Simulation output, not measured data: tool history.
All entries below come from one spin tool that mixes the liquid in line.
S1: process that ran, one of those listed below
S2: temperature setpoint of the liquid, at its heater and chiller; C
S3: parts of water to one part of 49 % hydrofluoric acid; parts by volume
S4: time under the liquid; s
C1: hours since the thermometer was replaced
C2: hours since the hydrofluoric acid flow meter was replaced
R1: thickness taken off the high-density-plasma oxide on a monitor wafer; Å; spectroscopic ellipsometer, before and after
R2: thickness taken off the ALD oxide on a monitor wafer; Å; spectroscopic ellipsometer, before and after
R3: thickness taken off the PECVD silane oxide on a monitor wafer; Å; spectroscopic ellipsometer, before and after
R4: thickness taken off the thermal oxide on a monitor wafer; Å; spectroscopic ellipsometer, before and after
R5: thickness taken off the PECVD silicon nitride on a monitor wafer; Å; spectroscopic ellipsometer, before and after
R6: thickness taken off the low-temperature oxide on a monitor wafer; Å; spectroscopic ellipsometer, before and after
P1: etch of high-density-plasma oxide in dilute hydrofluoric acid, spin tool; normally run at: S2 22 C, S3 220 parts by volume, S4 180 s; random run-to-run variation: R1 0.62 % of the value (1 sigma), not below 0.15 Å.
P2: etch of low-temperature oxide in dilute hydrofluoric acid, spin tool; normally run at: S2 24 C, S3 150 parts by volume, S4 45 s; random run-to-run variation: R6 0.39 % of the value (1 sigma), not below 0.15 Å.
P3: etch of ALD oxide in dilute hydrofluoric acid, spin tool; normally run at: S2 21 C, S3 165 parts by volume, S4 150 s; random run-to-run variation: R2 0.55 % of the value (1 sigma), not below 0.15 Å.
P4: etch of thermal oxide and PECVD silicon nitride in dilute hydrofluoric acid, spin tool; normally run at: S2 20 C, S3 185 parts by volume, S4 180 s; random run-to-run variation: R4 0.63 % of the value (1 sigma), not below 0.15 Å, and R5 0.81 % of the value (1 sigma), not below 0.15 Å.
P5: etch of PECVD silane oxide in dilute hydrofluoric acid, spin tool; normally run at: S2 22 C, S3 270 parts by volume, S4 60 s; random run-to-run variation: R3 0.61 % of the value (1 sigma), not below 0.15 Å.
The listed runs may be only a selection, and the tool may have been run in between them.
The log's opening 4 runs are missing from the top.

| run | hour | S1 | S2 | S3 | S4 | C1 | C2 | R1 | R2 | R3 | R4 | R5 | R6 |
|---|---|---|---|---|---|---|---|---|---|---|---|---|---|
| 5 | 63.8 | P1 | 22 | 220 | 180 | 824.3 | 971 | 41.269 |  |  |  |  |  |
| 6 | 75.3 | P1 | 22 | 220 | 180 | 835.8 | 982.5 | 41.375 |  |  |  |  |  |
| 7 | 88.2 | P4 | 20 | 185 | 180 | 848.7 | 995.4 |  |  |  | 34.873 | 26.187 |  |
| 8 | 99.7 | P4 | 20 | 185 | 180 | 860.2 | 1006.9 |  |  |  | 35.017 | 26.184 |  |
| 9 | 115.1 | P5 | 22 | 495 | 60 | 875.6 | 1022.3 |  |  | 24.904 |  |  |  |
| 10 | 129.6 | P1 | 17 | 220 | 180 | 890.1 | 1036.8 | 34.246 |  |  |  |  |  |
| 11 | 143 | P1 | 30.5 | 220 | 180 | 903.5 | 1050.2 | 57.121 |  |  |  |  |  |
| 12 | 153.7 | P2 | 30 | 150 | 45 | 914.2 | 1060.9 |  |  |  |  |  | 122.62 |
| 13 | 161.7 | P1 | 22 | 330 | 180 | 922.2 | 1068.9 | 25.228 |  |  |  |  |  |
| 14 | 171.3 | P4 | 20 | 55 | 180 | 931.8 | 1078.5 |  |  |  | 136.55 | 85.662 |  |
| 15 | 183.8 | P5 | 22 | 270 | 60 | 944.3 | 1091 |  |  | 55.795 |  |  |  |
| 16 | 200.2 | P5 | 22 | 270 | 90 | 960.7 | 1107.4 |  |  | 82.854 |  |  |  |
| 17 | 215.5 | P1 | 22 | 220 | 180 | 976 | 1122.7 | 41.949 |  |  |  |  |  |
| 18 | 229.8 | P1 | 22 | 220 | 305 | 990.3 | 1137 | 69.811 |  |  |  |  |  |
| 19 | 243.6 | P2 | 24 | 150 | 45 | 1004.1 | 1150.8 |  |  |  |  |  | 98.62 |
| 20 | 257.5 | P3 | 21 | 75 | 150 | 1018 | 1164.7 |  | 558.01 |  |  |  |  |
| 21 | 272.2 | P5 | 22 | 270 | 60 | 1032.7 | 1179.4 |  |  | 55.248 |  |  |  |
| 22 | 288.6 | P4 | 26 | 185 | 180 | 1049.1 | 1195.8 |  |  |  | 44.995 | 38.372 |  |
| 23 | 304 | P3 | 21 | 165 | 70 | 1064.5 | 1211.2 |  | 108.42 |  |  |  |  |
| 24 | 322.3 | P1 | 28.5 | 220 | 95 | 1082.8 | 1229.5 | 27.971 |  |  |  |  |  |

Run 25 comes next. What will it give?
| 25 | 338.1 | P2 | 24 | 270 | 45 | 1098.6 | 1245.3 |  |  |  |  |  | ? |

{"run 25": {"R6": 47.623}}
